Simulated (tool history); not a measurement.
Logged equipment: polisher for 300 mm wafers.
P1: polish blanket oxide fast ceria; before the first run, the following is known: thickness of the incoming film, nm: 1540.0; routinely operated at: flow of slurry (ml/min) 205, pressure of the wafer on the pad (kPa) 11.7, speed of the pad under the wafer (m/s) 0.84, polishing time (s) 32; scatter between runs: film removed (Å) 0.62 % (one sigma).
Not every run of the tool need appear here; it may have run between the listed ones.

run,hour,flow of slurry (ml/min),pressure of the wafer on the pad (kPa),speed of the pad under the wafer (m/s),polishing time (s),film removed (Å)
1,6.7,205,11.7,0.84,32,2591.5
2,17.9,205,15.9,0.84,32,3467.8
3,32.5,205,11.7,1.24,32,3757.4
4,42.3,205,11.7,0.84,19,1518.1
5,48.7,205,11.7,0.84,32,2576.2
6,63,125,11.7,1.3,32,3681.4
# hour 65.1: head pressure recalibrated
7,72.2,205,11.7,0.84,32,2574.7
8,80.2,155,11.7,0.84,41,3175.3
9,94,205,11.7,0.84,32,2581.1
10,105.3,205,6.2,0.84,32,1382.1
11,113.8,205,11.7,0.84,32,2580.4
12,125.2,205,11.7,0.38,32,1170.4

Predict the results of run 13:
13,138.2,125,11.7,0.84,32,?

film removed (Å): 2393.8

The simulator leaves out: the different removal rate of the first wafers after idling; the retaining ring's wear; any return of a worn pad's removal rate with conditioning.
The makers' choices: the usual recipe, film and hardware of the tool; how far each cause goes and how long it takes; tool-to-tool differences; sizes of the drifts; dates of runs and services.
